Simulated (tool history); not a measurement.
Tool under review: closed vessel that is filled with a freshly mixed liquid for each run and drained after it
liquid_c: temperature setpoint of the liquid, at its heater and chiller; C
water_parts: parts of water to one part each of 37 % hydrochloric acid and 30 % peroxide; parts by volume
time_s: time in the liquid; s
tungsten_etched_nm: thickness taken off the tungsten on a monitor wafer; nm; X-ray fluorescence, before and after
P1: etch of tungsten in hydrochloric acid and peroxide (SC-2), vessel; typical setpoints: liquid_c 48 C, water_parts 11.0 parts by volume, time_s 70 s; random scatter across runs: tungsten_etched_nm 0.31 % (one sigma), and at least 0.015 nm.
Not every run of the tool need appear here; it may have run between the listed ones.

run   hour  liquid_c  water_parts  time_s  hours since the thermometer was replaced  hours since the chemicals flow meter was replaced  hours since the drum of peroxide was connected  tungsten_etched_nm
  1    3.3        48         11.0      70                                     367.1                                             1100.8                                           419.7             12.9030
  2    9.6        48         11.0     125                                     373.4                                             1107.1                                           426.0             23.0810
  3   15.4        48         11.0      70                                     379.2                                             1112.9                                           431.8             12.8510
  4   19.4        48         11.0      70                                     383.2                                             1116.9                                           435.8             12.8750
  5   22.5        48          4.0      70                                     386.3                                             1120.0                                           438.9             27.8110
  6   26.9        48          7.0      30                                     390.7                                             1124.4                                           443.3              7.9548
  7   33.2        48         18.5      70                                     397.0                                             1130.7                                           449.6              8.1921
  8   37.5        35         11.0      70                                     401.3                                             1135.0                                           453.9              5.1385
  9   41.7        59         11.0      70                                     405.5                                             1139.2                                           458.1             26.4920
 10   45.4        48         11.0      70                                     409.2                                             1142.9                                           461.8             12.8540
      49.2  -- new drum of peroxide connected
 11   49.9        48         11.0      70                                     413.7                                             1147.4                                             0.8             12.8840
 12   53.8        48         11.0      35                                     417.6                                             1151.3                                             4.7              6.4493
      54.0  -- chemicals flow meter replaced
 13   60.6        48         11.0      70                                     424.4                                                6.6                                            11.5             12.8660
 14   66.6        48         11.0      70                                     430.4                                               12.6                                            17.5             12.9070
 15   69.8        48         11.0      70                                     433.6                                               15.8                                            20.7             13.1030
 16   75.8        48         11.0      70                                     439.6                                               21.8                                            26.7             13.6060
 17   79.1        48         11.0      70                                     442.9                                               25.1                                            30.0             13.6720
 18   84.6        48         11.0      70                                     448.4                                               30.6                                            35.5             13.9290
 19   88.7        48         11.0      70                                     452.5                                               34.7                                            39.6             13.9180
 20   93.8        48         11.0      70                                     457.6                                               39.8                                            44.7             14.0810
 21  100.2        48         11.0      70                                     464.0                                               46.2                                            51.1             14.0730
 22  104.4        48         11.0      70                                     468.2                                               50.4                                            55.3             14.1940
 23  108.3        48         11.0      70                                     472.1                                               54.3                                            59.2             14.1510

P1 no longer gives what it gave before; its output has crept away from where it was. The following 2 causes, each at its listed size, fit the log equally well:
A: liquid hotter than its thermometer reads (K) = 1.34
B: chemicals flow above the setpoint (%) = 11.3
The onset of the drift is placed at about hour 66.6.
Why every other cause is out:
peroxide weaker than its label (%): at most 8, giving a -7.4 % change in tungsten_etched_nm: too small, or against the direction of the creep

Which of the 4 check runs listed below, each an average over 2 wafers with its results shown as question marks, gives clearly different results under the different listed causes?
check 1  112.2      48.0          4.0      70                                                                                                                                                                ?
check 2  112.2      48.0         16.5     105                                                                                                                                                                ?
check 3  112.2      38.5         11.0      70                                                                                                                                                                ?
check 4  112.2      40.5         11.0      70                                                                                                                                                                ?

Check results expected under each cause:
  check              result     if A     if B
check 1  tungsten_etched_nm  30.5230  29.9180
check 2  tungsten_etched_nm  14.8490  14.9210
check 3  tungsten_etched_nm   7.3153   7.2729
check 4  tungsten_etched_nm   8.4251   8.3865
Smallest distance between any two causes, each pair judged by its most separating result, in per cent: check 1 2 %; check 2 0.48 %; check 3 0.58 %; check 4 0.46 %
The causes can be told apart only by check 1. The other checks would give nearly the same results under each of them.

After running check 1, the following was obtained: tungsten_etched_nm 30.4900 nm. Which cause does this point to?

It was cause A: liquid hotter than its thermometer reads (K).
